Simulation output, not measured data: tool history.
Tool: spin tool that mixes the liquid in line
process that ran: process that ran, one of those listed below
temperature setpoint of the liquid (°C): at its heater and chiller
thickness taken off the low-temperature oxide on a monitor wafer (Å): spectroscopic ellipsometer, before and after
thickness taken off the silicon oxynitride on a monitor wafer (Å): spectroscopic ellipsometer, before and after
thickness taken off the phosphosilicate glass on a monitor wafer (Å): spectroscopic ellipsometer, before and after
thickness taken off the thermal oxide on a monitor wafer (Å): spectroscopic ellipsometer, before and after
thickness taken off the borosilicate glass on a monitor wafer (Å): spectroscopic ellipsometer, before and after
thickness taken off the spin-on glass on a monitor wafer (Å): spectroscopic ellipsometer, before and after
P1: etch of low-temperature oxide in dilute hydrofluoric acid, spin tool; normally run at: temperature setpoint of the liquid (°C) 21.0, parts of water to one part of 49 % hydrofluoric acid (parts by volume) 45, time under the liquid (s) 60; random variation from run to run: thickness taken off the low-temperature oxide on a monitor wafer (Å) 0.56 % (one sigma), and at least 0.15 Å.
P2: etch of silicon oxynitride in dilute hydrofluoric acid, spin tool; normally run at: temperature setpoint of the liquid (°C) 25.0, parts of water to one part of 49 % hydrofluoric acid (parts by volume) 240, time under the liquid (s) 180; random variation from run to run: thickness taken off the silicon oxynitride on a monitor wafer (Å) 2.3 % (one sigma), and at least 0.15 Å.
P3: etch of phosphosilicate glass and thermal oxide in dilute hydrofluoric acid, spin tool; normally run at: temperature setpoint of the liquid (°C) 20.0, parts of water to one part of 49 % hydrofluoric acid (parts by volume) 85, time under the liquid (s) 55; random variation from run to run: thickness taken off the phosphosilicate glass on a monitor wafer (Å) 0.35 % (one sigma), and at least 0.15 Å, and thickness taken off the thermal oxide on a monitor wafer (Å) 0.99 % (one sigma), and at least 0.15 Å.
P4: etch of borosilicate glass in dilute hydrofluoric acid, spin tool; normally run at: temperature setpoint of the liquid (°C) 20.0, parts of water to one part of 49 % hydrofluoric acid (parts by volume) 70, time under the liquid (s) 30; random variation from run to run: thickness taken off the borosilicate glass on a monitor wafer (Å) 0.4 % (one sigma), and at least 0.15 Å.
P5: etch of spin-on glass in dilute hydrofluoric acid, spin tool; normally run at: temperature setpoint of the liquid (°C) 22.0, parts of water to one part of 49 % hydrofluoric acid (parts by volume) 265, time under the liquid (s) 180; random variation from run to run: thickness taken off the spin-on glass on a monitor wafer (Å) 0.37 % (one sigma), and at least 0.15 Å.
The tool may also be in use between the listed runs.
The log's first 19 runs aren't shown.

run   hour  process that ran  temperature setpoint of the liquid (°C)  parts of water to one part of 49 % hydrofluoric acid (parts by volume)  time under the liquid (s)  hours since the thermometer was replaced  hours since the hydrofluoric acid flow meter was replaced  thickness taken off the low-temperature oxide on a monitor wafer (Å)  thickness taken off the silicon oxynitride on a monitor wafer (Å)  thickness taken off the phosphosilicate glass on a monitor wafer (Å)  thickness taken off the thermal oxide on a monitor wafer (Å)  thickness taken off the borosilicate glass on a monitor wafer (Å)  thickness taken off the spin-on glass on a monitor wafer (Å)
 20   97.5                P2                                     25.0                                                                     440                        180                                    1262.6                                                      910.1                                                                                                                                   4.7938
 21  103.9                P5                                     22.0                                                                     430                        180                                    1269.0                                                      916.5                                                                                                                                                                                                                                                                                                                                                                                                        117.57
 22  107.8                P1                                     21.0                                                                      45                        105                                    1272.9                                                      920.4                                                               484.590
 23  113.5                P3                                     20.0                                                                      20                         55                                    1278.6                                                      926.1                                                                                                                                                                                                        2431.00                                                      124.7600
 24  116.9                P1                                     25.0                                                                      30                         60                                    1282.0                                                      929.5                                                               492.410
 25  123.2                P2                                     25.0                                                                     240                        180                                    1288.3                                                      935.8                                                                                                                                  10.0350
 26  129.0                P1                                     27.0                                                                      45                         60                                    1294.1                                                      941.6                                                               346.220
 27  136.2                P4                                     20.0                                                                      70                         30                                    1301.3                                                      948.8                                                                                                                                                                                                                                                                                                                                         174.020
 28  141.4                P1                                     21.0                                                                      45                         60                                    1306.5                                                      954.0                                                               272.770
 29  144.7                P1                                     21.0                                                                      45                         60                                    1309.8                                                      957.3                                                               274.610
 30  149.7                P1                                     21.0                                                                      45                         20                                    1314.8                                                      962.3                                                                90.676
 31  153.7                P5                                     22.0                                                                     265                        340                                    1318.8                                                      966.3                                                                                                                                                                                                                                                                                                                                                                                                        417.24

Forecast run 32:
 32  157.3                P1                                     21.0                                                                      45                         60                                    1322.4                                                      969.9                                                                     ?

thickness taken off the low-temperature oxide on a monitor wafer (Å): 271.380

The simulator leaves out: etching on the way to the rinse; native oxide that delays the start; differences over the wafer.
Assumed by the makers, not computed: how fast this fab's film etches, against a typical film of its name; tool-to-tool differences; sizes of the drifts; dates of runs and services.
